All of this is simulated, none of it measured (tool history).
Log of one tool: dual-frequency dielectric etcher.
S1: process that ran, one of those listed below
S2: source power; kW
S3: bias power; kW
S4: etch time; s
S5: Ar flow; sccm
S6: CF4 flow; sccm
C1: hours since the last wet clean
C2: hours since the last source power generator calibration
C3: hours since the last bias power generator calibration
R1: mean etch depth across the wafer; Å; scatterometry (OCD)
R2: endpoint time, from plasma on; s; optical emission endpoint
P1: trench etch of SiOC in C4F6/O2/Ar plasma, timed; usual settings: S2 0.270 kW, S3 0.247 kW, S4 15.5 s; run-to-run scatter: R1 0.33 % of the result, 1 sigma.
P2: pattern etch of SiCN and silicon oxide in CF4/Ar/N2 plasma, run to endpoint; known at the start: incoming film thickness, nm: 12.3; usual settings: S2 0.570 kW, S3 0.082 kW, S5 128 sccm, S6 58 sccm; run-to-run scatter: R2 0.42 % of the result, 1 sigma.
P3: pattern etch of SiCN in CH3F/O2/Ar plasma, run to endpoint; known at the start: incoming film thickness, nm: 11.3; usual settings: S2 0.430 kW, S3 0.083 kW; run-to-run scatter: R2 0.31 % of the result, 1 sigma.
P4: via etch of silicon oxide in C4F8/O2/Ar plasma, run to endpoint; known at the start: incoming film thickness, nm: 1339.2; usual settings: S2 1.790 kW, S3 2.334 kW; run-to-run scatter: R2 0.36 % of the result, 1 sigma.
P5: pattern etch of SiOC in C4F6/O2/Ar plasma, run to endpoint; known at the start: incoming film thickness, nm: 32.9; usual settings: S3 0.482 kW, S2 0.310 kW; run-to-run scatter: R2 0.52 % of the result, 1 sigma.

run,hour,S1,S2,S3,S4,S5,S6,C1,C2,C3,R1,R2
1,5.2,P1,0.270,0.247,15.5,,,72.6,1182.7,1280.3,299.80,
2,13.2,P1,0.270,0.247,15.5,,,80.6,1190.7,1288.3,302.78,
3,18.5,P1,0.270,0.300,20.0,,,85.9,1196.0,1293.6,417.67,
4,28.0,P3,0.430,0.083,,,,95.4,1205.5,1303.1,,26.555
5,35.5,P2,0.570,0.058,,128,58,102.9,1213.0,1310.6,,14.194
6,45.2,P2,0.570,0.082,,128,58,112.6,1222.7,1320.3,,12.469
7,54.1,P1,0.270,0.148,15.5,,,121.5,1231.6,1329.2,254.45,
8,62.0,P2,0.570,0.082,,81,58,129.4,1239.5,1337.1,,11.650
9,69.8,P1,0.160,0.247,15.5,,,137.2,1247.3,1344.9,248.64,
10,79.9,P2,0.360,0.082,,128,58,147.3,1257.4,1355.0,,18.551
11,88.8,P1,0.270,0.350,15.5,,,156.2,1266.3,1363.9,340.34,
12,97.9,P3,0.430,0.083,,,,165.3,1275.4,1373.0,,26.519
13,106.8,P1,0.270,0.247,15.5,,,174.2,1284.3,1381.9,300.89,
14,114.3,P5,0.180,0.482,,,,181.7,1291.8,1389.4,,15.023
15,122.7,P4,1.050,2.334,,,,190.1,1300.2,1397.8,,327.020
16,129.3,P1,0.270,0.247,22.0,,,196.7,1306.8,1404.4,429.21,
17,133.7,P4,1.790,2.334,,,,201.1,1311.2,1408.8,,266.000
18,143.8,P3,0.430,0.112,,,,211.2,1321.3,1418.9,,23.835
19,149.6,P1,0.360,0.247,15.5,,,217.0,1327.1,1424.7,336.66,
20,154.3,P1,0.270,0.247,15.5,,,221.7,1331.8,1429.4,301.99,
21,160.3,P3,0.520,0.083,,,,227.7,1337.8,1435.4,,24.927
22,167.2,P2,0.570,0.082,,128,39,234.6,1344.7,1442.3,,13.449
23,177.0,P5,0.310,0.482,,,,244.4,1354.5,1452.1,,12.245
24,186.3,P5,0.310,0.597,,,,253.7,1363.8,1461.4,,11.315
25,194.5,P1,0.270,0.247,15.5,,,261.9,1372.0,1469.6,301.85,
26,203.1,P1,0.270,0.247,10.0,,,270.5,1380.6,1478.2,193.76,
27,210.6,P4,1.790,1.457,,,,278.0,1388.1,1485.7,,302.310
28,219.7,P1,0.270,0.247,15.5,,,287.1,1397.2,1494.8,300.66,
29,226.9,P1,0.270,0.247,15.5,,,294.3,1404.4,1502.0,302.34,
30,235.8,P1,0.270,0.247,15.5,,,303.2,1413.3,1510.9,303.09,
31,241.5,P1,0.270,0.247,15.5,,,308.9,1419.0,1516.6,306.31,
32,246.7,P1,0.270,0.247,15.5,,,314.1,1424.2,1521.8,304.77,
33,255.4,P1,0.270,0.247,15.5,,,322.8,1432.9,1530.5,305.44,
# hour 261.1: wet clean of the chamber
34,264.7,P1,0.270,0.247,15.5,,,3.7,1442.2,1539.8,308.71,
35,271.5,P1,0.270,0.247,15.5,,,10.5,1449.0,1546.6,306.05,
36,281.3,P1,0.270,0.247,15.5,,,20.3,1458.8,1556.4,307.01,
37,288.2,P1,0.270,0.247,15.5,,,27.2,1465.7,1563.3,306.25,
38,297.9,P1,0.270,0.247,15.5,,,36.9,1475.4,1573.0,305.86,

What P1 gives has crept away from where it was. These 2 causes fit the log equally well, each at the size given:
A: bias power that arrives over what is set, % = 4.88
B: source power that arrives over what is set, % = 4.46
The creep began at about hour 219.7.
Why every other cause is out:
chamber walls in a state that raises the etch rate, %: serviced at hour 261.1, which brought nothing back

4 check runs are offered, each on 2 wafers whose results are averaged, their results left as question marks. Which one tells the causes apart?
check 1,307.6,P4,1.440,1.716,,,,,,,,?
check 2,307.6,P5,0.230,0.482,,,,,,,,?
check 3,307.6,P3,0.430,0.100,,,,,,,,?
check 4,307.6,P2,0.570,0.082,,105,58,,,,,?

What each check would give under each cause:
check,result,if A,if B
check 1,R2,312.210,311.000
check 2,R2,13.504,13.534
check 3,R2,24.451,24.496
check 4,R2,11.925,11.673
How far apart the two closest causes lie, in the result that separates them most: check 1 0.39 %; check 2 0.22 %; check 3 0.18 %; check 4 2.14 %
Only check 4 tells the causes apart: in the others they would give nearly the same result.

Then check 4 was run and gave: R2 11.739 s. Which cause is it?

It is B: source power that arrives over what is set, %.

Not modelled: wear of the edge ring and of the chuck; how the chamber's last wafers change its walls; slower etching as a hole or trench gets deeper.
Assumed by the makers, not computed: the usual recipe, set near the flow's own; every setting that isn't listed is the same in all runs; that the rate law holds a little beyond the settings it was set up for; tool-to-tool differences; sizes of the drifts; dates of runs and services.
